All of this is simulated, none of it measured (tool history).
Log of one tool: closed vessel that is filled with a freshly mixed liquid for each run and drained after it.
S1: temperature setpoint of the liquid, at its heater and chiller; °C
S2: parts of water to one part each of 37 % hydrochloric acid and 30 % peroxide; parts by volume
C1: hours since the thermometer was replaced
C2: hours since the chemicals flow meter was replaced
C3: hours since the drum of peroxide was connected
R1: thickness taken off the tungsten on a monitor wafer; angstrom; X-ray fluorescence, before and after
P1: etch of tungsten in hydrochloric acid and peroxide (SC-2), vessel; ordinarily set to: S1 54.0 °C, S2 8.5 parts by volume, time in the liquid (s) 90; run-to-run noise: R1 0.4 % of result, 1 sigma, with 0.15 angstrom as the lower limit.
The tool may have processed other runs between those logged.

{"run": 1, "day": 0.483, "S1": 54.0, "S2": 8.5, "time in the liquid (s)": 90, "C1": 500.2, "C2": 1757.7, "C3": 85.8, "R1": 292.02}
{"run": 2, "day": 1.071, "S1": 44.0, "S2": 8.5, "time in the liquid (s)": 130, "C1": 514.3, "C2": 1771.8, "C3": 99.9, "R1": 215.23}
{"run": 3, "day": 1.346, "S1": 61.5, "S2": 8.5, "time in the liquid (s)": 90, "C1": 520.9, "C2": 1778.4, "C3": 106.5, "R1": 472.2}
{"run": 4, "day": 1.871, "S1": 61.5, "S2": 13.5, "time in the liquid (s)": 90, "C1": 533.5, "C2": 1791.0, "C3": 119.1, "R1": 319.09}
{"run": 5, "day": 2.429, "S1": 54.0, "S2": 8.5, "time in the liquid (s)": 90, "C1": 546.9, "C2": 1804.4, "C3": 132.5, "R1": 292.85}
{"run": 6, "day": 2.992, "S1": 54.0, "S2": 8.5, "time in the liquid (s)": 175, "C1": 560.4, "C2": 1817.9, "C3": 146.0, "R1": 565.35}
{"day": 3.129, "done": "new drum of peroxide connected"}
{"run": 7, "day": 3.508, "S1": 54.0, "S2": 4.0, "time in the liquid (s)": 90, "C1": 572.8, "C2": 1830.3, "C3": 9.2, "R1": 510.65}
{"run": 8, "day": 3.946, "S1": 54.0, "S2": 14.5, "time in the liquid (s)": 90, "C1": 583.3, "C2": 1840.8, "C3": 19.7, "R1": 186.4}
{"run": 9, "day": 4.458, "S1": 54.0, "S2": 8.5, "time in the liquid (s)": 45, "C1": 595.6, "C2": 1853.1, "C3": 32.0, "R1": 146.77}
{"run": 10, "day": 4.779, "S1": 54.0, "S2": 8.5, "time in the liquid (s)": 90, "C1": 603.3, "C2": 1860.8, "C3": 39.7, "R1": 293.25}
{"run": 11, "day": 5.154, "S1": 54.0, "S2": 8.5, "time in the liquid (s)": 90, "C1": 612.3, "C2": 1869.8, "C3": 48.7, "R1": 293.48}
{"run": 12, "day": 5.712, "S1": 39.5, "S2": 8.5, "time in the liquid (s)": 90, "C1": 625.7, "C2": 1883.2, "C3": 62.1, "R1": 109.2}

Run 13 is up next; what results do you expect?
{"run": 13, "day": 6.2, "S1": 54.0, "S2": 8.5, "time in the liquid (s)": 90, "C1": 637.4, "C2": 1894.9, "C3": 73.8, "R1": "?"}

For run 13 the tool returned R1 291.97 angstrom.
